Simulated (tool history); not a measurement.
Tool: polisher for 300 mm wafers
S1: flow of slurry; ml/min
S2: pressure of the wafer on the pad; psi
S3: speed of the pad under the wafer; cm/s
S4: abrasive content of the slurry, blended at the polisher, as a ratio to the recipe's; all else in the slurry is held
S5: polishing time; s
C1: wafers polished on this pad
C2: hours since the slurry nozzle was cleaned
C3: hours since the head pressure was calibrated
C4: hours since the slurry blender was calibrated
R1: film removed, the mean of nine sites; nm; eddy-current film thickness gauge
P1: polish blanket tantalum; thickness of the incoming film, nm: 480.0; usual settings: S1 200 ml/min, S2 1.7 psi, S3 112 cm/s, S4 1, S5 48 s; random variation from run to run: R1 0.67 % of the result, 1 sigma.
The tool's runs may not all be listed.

{"run": 1, "hour": 4.8, "S1": 200, "S2": 1.7, "S3": 112, "S4": 1, "S5": 48, "C1": 862, "C2": 220.5, "C3": 148.8, "C4": 67.5, "R1": 86.106}
{"run": 2, "hour": 13.0, "S1": 200, "S2": 1.7, "S3": 112, "S4": 1, "S5": 48, "C1": 935, "C2": 228.7, "C3": 157, "C4": 75.7, "R1": 84.86}
{"run": 3, "hour": 18.0, "S1": 200, "S2": 1.7, "S3": 112, "S4": 1, "S5": 48, "C1": 980, "C2": 233.7, "C3": 162, "C4": 80.7, "R1": 85.972}
{"run": 4, "hour": 27.9, "S1": 200, "S2": 1.7, "S3": 112, "S4": 0.55, "S5": 48, "C1": 1068, "C2": 243.6, "C3": 171.9, "C4": 90.6, "R1": 69.005}
{"run": 5, "hour": 35.6, "S1": 200, "S2": 1.7, "S3": 112, "S4": 1.25, "S5": 24, "C1": 1137, "C2": 251.3, "C3": 179.6, "C4": 98.3, "R1": 45.291}
{"run": 6, "hour": 44.7, "S1": 200, "S2": 1.7, "S3": 112, "S4": 1.35, "S5": 48, "C1": 1218, "C2": 260.4, "C3": 188.7, "C4": 107.4, "R1": 92.328}
{"run": 7, "hour": 50.8, "S1": 200, "S2": 1.7, "S3": 112, "S4": 1, "S5": 48, "C1": 1272, "C2": 266.5, "C3": 194.8, "C4": 113.5, "R1": 86.787}
{"run": 8, "hour": 57.6, "S1": 200, "S2": 1.7, "S3": 112, "S4": 1, "S5": 75, "C1": 1333, "C2": 273.3, "C3": 201.6, "C4": 120.3, "R1": 133.75}
{"run": 9, "hour": 65.6, "S1": 290, "S2": 1.7, "S3": 112, "S4": 1, "S5": 48, "C1": 1404, "C2": 281.3, "C3": 209.6, "C4": 128.3, "R1": 89.995}
{"run": 10, "hour": 72.2, "S1": 200, "S2": 1.7, "S3": 112, "S4": 1, "S5": 48, "C1": 1463, "C2": 287.9, "C3": 216.2, "C4": 134.9, "R1": 85.526}
{"run": 11, "hour": 77.3, "S1": 200, "S2": 1.1, "S3": 112, "S4": 1, "S5": 48, "C1": 1509, "C2": 293, "C3": 221.3, "C4": 140, "R1": 55.245}
{"run": 12, "hour": 83.1, "S1": 200, "S2": 1.7, "S3": 172, "S4": 1, "S5": 48, "C1": 1560, "C2": 298.8, "C3": 227.1, "C4": 145.8, "R1": 131.6}
{"run": 13, "hour": 93.4, "S1": 200, "S2": 1.7, "S3": 50, "S4": 1, "S5": 48, "C1": 1652, "C2": 309.1, "C3": 237.4, "C4": 156.1, "R1": 38.458}
{"run": 14, "hour": 99.9, "S1": 200, "S2": 2.6, "S3": 112, "S4": 1, "S5": 48, "C1": 1710, "C2": 315.6, "C3": 243.9, "C4": 162.6, "R1": 130.95}
{"run": 15, "hour": 110.7, "S1": 200, "S2": 1.7, "S3": 112, "S4": 1, "S5": 34, "C1": 1806, "C2": 326.4, "C3": 254.7, "C4": 173.4, "R1": 60.467}
{"run": 16, "hour": 118.5, "S1": 130, "S2": 1.7, "S3": 112, "S4": 1, "S5": 48, "C1": 1876, "C2": 334.2, "C3": 262.5, "C4": 181.2, "R1": 79.935}
{"run": 17, "hour": 126.1, "S1": 200, "S2": 1.7, "S3": 112, "S4": 1, "S5": 48, "C1": 1943, "C2": 341.8, "C3": 270.1, "C4": 188.8, "R1": 85.294}
{"run": 18, "hour": 131.5, "S1": 200, "S2": 1.7, "S3": 112, "S4": 1, "S5": 48, "C1": 1992, "C2": 347.2, "C3": 275.5, "C4": 194.2, "R1": 84.253}
{"run": 19, "hour": 140.0, "S1": 200, "S2": 1.7, "S3": 112, "S4": 1, "S5": 48, "C1": 2067, "C2": 355.7, "C3": 284, "C4": 202.7, "R1": 82.34}
{"run": 20, "hour": 146.6, "S1": 200, "S2": 1.7, "S3": 112, "S4": 1, "S5": 48, "C1": 2126, "C2": 362.3, "C3": 290.6, "C4": 209.3, "R1": 80.609}
{"run": 21, "hour": 157.1, "S1": 200, "S2": 1.7, "S3": 112, "S4": 1, "S5": 48, "C1": 2220, "C2": 372.8, "C3": 301.1, "C4": 219.8, "R1": 79.047}
{"run": 22, "hour": 165.3, "S1": 200, "S2": 1.7, "S3": 112, "S4": 1, "S5": 48, "C1": 2293, "C2": 381, "C3": 309.3, "C4": 228, "R1": 77.953}
{"hour": 165.4, "done": "head pressure recalibrated"}
{"hour": 170.8, "done": "slurry nozzle cleaned"}
{"run": 23, "hour": 171.6, "S1": 200, "S2": 1.7, "S3": 112, "S4": 1, "S5": 48, "C1": 2349, "C2": 0.9, "C3": 6.2, "C4": 234.3, "R1": 78.833}
{"run": 24, "hour": 177.7, "S1": 200, "S2": 1.7, "S3": 112, "S4": 1, "S5": 48, "C1": 2403, "C2": 7, "C3": 12.3, "C4": 240.4, "R1": 78.957}
{"run": 25, "hour": 186.4, "S1": 200, "S2": 1.7, "S3": 112, "S4": 1, "S5": 48, "C1": 2481, "C2": 15.7, "C3": 21, "C4": 249.1, "R1": 78.759}

Run 26 comes next. What will it give?
{"run": 26, "hour": 191.5, "S1": 200, "S2": 1.7, "S3": 112, "S4": 1, "S5": 48, "C1": 2526, "C2": 20.8, "C3": 26.1, "C4": 254.2, "R1": "?"}

{"run 26": {"R1": 79.355}}
